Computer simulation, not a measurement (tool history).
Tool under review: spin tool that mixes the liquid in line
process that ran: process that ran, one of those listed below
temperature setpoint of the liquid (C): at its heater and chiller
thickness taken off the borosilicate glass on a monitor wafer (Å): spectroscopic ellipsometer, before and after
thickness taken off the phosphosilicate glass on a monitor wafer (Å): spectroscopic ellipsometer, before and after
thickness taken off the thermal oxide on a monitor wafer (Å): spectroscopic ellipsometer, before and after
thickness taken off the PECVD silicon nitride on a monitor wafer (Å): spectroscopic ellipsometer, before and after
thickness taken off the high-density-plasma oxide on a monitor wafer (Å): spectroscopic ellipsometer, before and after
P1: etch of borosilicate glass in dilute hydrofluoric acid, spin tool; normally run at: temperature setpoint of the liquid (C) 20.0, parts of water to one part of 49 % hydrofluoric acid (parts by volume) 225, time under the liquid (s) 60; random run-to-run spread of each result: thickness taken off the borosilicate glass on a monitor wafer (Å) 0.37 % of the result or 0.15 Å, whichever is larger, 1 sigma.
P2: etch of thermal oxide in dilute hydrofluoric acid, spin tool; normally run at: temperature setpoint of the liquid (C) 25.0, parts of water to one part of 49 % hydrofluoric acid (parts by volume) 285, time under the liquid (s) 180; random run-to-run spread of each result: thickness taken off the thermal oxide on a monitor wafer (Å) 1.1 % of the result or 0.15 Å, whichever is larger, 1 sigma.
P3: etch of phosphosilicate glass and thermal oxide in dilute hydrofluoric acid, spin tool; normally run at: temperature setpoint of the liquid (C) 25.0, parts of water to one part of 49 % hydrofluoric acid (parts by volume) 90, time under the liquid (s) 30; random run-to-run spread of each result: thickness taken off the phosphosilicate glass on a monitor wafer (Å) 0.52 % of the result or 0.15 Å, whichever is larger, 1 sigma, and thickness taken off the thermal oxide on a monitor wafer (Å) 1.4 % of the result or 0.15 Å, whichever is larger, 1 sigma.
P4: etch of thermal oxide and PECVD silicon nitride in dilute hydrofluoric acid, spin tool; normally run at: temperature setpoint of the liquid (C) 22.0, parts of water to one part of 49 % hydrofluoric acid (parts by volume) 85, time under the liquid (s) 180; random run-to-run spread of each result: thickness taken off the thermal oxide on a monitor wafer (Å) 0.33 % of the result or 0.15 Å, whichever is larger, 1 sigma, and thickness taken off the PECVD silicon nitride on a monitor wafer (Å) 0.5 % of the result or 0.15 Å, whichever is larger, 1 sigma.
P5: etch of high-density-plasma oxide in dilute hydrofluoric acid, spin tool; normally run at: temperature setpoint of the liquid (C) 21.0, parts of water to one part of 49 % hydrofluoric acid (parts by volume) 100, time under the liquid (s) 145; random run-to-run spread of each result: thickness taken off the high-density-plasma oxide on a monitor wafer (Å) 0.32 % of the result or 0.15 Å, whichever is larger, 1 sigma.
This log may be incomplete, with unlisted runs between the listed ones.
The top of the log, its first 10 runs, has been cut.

run	hour	process that ran	temperature setpoint of the liquid (C)	parts of water to one part of 49 % hydrofluoric acid (parts by volume)	time under the liquid (s)	hours since the thermometer was replaced	hours since the hydrofluoric acid flow meter was replaced	thickness taken off the borosilicate glass on a monitor wafer (Å)	thickness taken off the phosphosilicate glass on a monitor wafer (Å)	thickness taken off the thermal oxide on a monitor wafer (Å)	thickness taken off the PECVD silicon nitride on a monitor wafer (Å)	thickness taken off the high-density-plasma oxide on a monitor wafer (Å)
11	103.9	P5	21.0	175	145	1112.8	762.0					34.594
12	112.4	P4	22.0	85	180	1121.3	770.5			96.5750	48.237	
13	119.3	P1	20.0	225	60	1128.2	777.4	107.190				
14	127.4	P5	17.0	100	145	1136.3	785.5					55.813
15	135.8	P1	20.0	225	60	1144.7	793.9	105.970				
16	147.8	P1	20.0	50	60	1156.7	805.9	574.890				
17	158.4	P4	18.0	85	180	1167.3	816.5			81.8740	36.989	
18	170.0	P4	22.0	85	180	1178.9	828.1			96.2170	47.654	
19	175.8	P5	21.0	100	145	1184.7	833.9					65.514
20	188.4	P1	20.0	225	60	1197.3	846.5	106.820				
21	196.7	P3	25.0	160	30	1205.6	854.8		225.81	9.2595		
22	202.9	P5	21.0	100	145	1211.8	861.0					65.440
23	212.7	P5	21.0	100	215	1221.6	870.8					97.884

The next listed run, before its measurement:
24	223.6	P1	17.0	225	60	1232.5	881.7	?				

thickness taken off the borosilicate glass on a monitor wafer (Å): 94.100
